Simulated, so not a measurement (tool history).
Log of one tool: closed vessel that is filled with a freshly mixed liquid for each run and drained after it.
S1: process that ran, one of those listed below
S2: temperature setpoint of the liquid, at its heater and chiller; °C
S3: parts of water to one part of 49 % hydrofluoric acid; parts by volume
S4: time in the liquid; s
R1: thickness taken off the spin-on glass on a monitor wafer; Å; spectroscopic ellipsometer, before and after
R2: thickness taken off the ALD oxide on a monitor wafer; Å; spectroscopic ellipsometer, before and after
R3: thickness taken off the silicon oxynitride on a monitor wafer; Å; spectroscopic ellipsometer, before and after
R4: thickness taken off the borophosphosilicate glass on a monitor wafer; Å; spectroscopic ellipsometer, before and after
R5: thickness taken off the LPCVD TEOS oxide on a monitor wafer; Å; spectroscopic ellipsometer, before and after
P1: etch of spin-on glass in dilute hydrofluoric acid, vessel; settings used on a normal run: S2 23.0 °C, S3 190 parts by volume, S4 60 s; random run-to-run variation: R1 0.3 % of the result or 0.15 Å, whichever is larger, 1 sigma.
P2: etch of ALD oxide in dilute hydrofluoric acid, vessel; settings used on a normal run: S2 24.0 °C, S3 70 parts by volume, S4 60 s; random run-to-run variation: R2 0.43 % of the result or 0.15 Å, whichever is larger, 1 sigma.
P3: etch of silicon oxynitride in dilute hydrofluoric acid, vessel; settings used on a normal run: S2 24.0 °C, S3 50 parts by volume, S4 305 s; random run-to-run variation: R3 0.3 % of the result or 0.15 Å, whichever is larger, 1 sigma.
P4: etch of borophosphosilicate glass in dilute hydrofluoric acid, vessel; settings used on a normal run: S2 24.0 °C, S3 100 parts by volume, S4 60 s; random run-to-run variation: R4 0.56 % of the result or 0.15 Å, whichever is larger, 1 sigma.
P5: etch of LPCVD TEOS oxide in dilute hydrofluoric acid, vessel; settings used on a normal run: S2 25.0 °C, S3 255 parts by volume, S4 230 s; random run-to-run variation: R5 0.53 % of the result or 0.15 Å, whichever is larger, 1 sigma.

run 1 hour=16.7 | S1=P1 S2=23.0 S3=190 S4=60 | R1=125.630
run 2 hour=35.4 | S1=P1 S2=23.0 S3=190 S4=60 | R1=126.160
run 3 hour=50.8 | S1=P1 S2=23.0 S3=340 S4=60 | R1=60.552
run 4 hour=61.7 | S1=P2 S2=24.0 S3=70 S4=105 | R2=333.89
run 5 hour=75.4 | S1=P1 S2=23.0 S3=190 S4=85 | R1=176.690
run 6 hour=86.7 | S1=P1 S2=18.0 S3=190 S4=60 | R1=104.050
run 7 hour=100.4 | S1=P1 S2=23.0 S3=190 S4=60 | R1=125.740
run 8 hour=113.7 | S1=P2 S2=24.0 S3=120 S4=60 | R2=105.29
run 9 hour=125.9 | S1=P3 S2=19.0 S3=50 S4=305 | R3=105.130
run 10 hour=134.2 | S1=P1 S2=23.0 S3=190 S4=30 | R1=62.928
run 11 hour=143.3 | S1=P4 S2=24.0 S3=100 S4=30 | R4=220.30
run 12 hour=152.8 | S1=P1 S2=31.0 S3=190 S4=60 | R1=167.590
run 13 hour=164.7 | S1=P1 S2=23.0 S3=190 S4=60 | R1=125.590
run 14 hour=177.7 | S1=P3 S2=24.0 S3=80 S4=305 | R3=82.589
run 15 hour=196.3 | S1=P1 S2=26.5 S3=190 S4=30 | R1=71.269
run 16 hour=211.5 | S1=P5 S2=25.0 S3=255 S4=230 | R5=436.830
run 17 hour=219.9 | S1=P1 S2=23.0 S3=190 S4=60 | R1=126.060
run 18 hour=228.2 | S1=P3 S2=24.0 S3=50 S4=305 | R3=134.470
run 19 hour=246.8 | S1=P5 S2=19.5 S3=255 S4=230 | R5=356.800
run 20 hour=264.1 | S1=P4 S2=24.0 S3=100 S4=60 | R4=444.78
run 21 hour=281.6 | S1=P2 S2=24.0 S3=70 S4=60 | R2=191.35
run 22 hour=290.4 | S1=P3 S2=24.0 S3=50 S4=30 | R3=13.035
run 23 hour=307.9 | S1=P3 S2=24.0 S3=50 S4=305 | R3=134.670
run 24 hour=325.5 | S1=P4 S2=24.0 S3=145 S4=60 | R4=287.40
run 25 hour=335.5 | S1=P4 S2=24.0 S3=100 S4=60 | R4=443.16
run 26 hour=352.4 | S1=P2 S2=28.0 S3=70 S4=60 | R2=225.40
run 27 hour=366.1 | S1=P1 S2=23.0 S3=190 S4=60 | R1=125.780
run 28 hour=374.7 | S1=P4 S2=29.0 S3=100 S4=60 | R4=539.56
run 29 hour=384.2 | S1=P5 S2=25.0 S3=255 S4=50 | R5=95.319
run 30 hour=403.1 | S1=P1 S2=23.0 S3=60 S4=60 | R1=463.590
run 31 hour=416.9 | S1=P5 S2=25.0 S3=255 S4=230 | R5=438.240
run 32 hour=425.6 | S1=P1 S2=23.0 S3=190 S4=60 | R1=126.330
run 33 hour=439.4 | S1=P5 S2=25.0 S3=60 S4=230 | R5=2338.700
run 34 hour=458.5 | S1=P1 S2=23.0 S3=190 S4=60 | R1=125.590
run 35 hour=475.7 | S1=P1 S2=23.0 S3=190 S4=60 | R1=130.910
run 36 hour=487.7 | S1=P1 S2=23.0 S3=190 S4=60 | R1=132.750
run 37 hour=497.9 | S1=P1 S2=23.0 S3=190 S4=60 | R1=135.480
run 38 hour=512.4 | S1=P1 S2=23.0 S3=190 S4=60 | R1=135.210
run 39 hour=525.4 | S1=P1 S2=23.0 S3=190 S4=60 | R1=135.560
run 40 hour=537.3 | S1=P1 S2=23.0 S3=190 S4=60 | R1=135.130
run 41 hour=554.8 | S1=P1 S2=23.0 S3=190 S4=60 | R1=135.530

What P1 gives has crept off from where it sat before. The 2 causes that follow fit the log equally well, each at the size noted:
A: liquid hotter than its thermometer reads (K) = 2.18
B: hydrofluoric acid flow above the setpoint (%) = 7
Onset of the creep was near hour 458.5.

Question marks stand in for the results of the 4 check runs listed below, each run on one wafer. Under which run would the listed causes show clearly different results?
run check 1 hour=572.3 | S1=P2 S2=28.0 S3=70 S4=85 | R2=?
run check 2 hour=572.3 | S1=P4 S2=24.0 S3=100 S4=30 | R4=?
run check 3 hour=572.3 | S1=P5 S2=20.5 S3=130 S4=230 | R5=?
run check 4 hour=572.3 | S1=P3 S2=20.5 S3=70 S4=305 | R3=?

Check results expected under each cause:
check=check_1 result=R2 if_A=346.03 if_B=342.44
check=check_2 result=R4 if_A=241.36 if_B=239.00
check=check_3 result=R5 if_A=900.530 if_B=891.890
check=check_4 result=R3 if_A=88.866 if_B=85.725
Per-check spread between the two closest causes, in the result where they differ most: check 1 1.04 %; check 2 0.98 %; check 3 0.96 %; check 4 3.6 %
Of the check runs offered, only check 4 discriminates between the causes; the rest would read about the same regardless of which cause applies.

Running check 4 produced the following: R3 88.526 Å. Which one of the listed causes fits?

A is the cause: liquid hotter than its thermometer reads (K).

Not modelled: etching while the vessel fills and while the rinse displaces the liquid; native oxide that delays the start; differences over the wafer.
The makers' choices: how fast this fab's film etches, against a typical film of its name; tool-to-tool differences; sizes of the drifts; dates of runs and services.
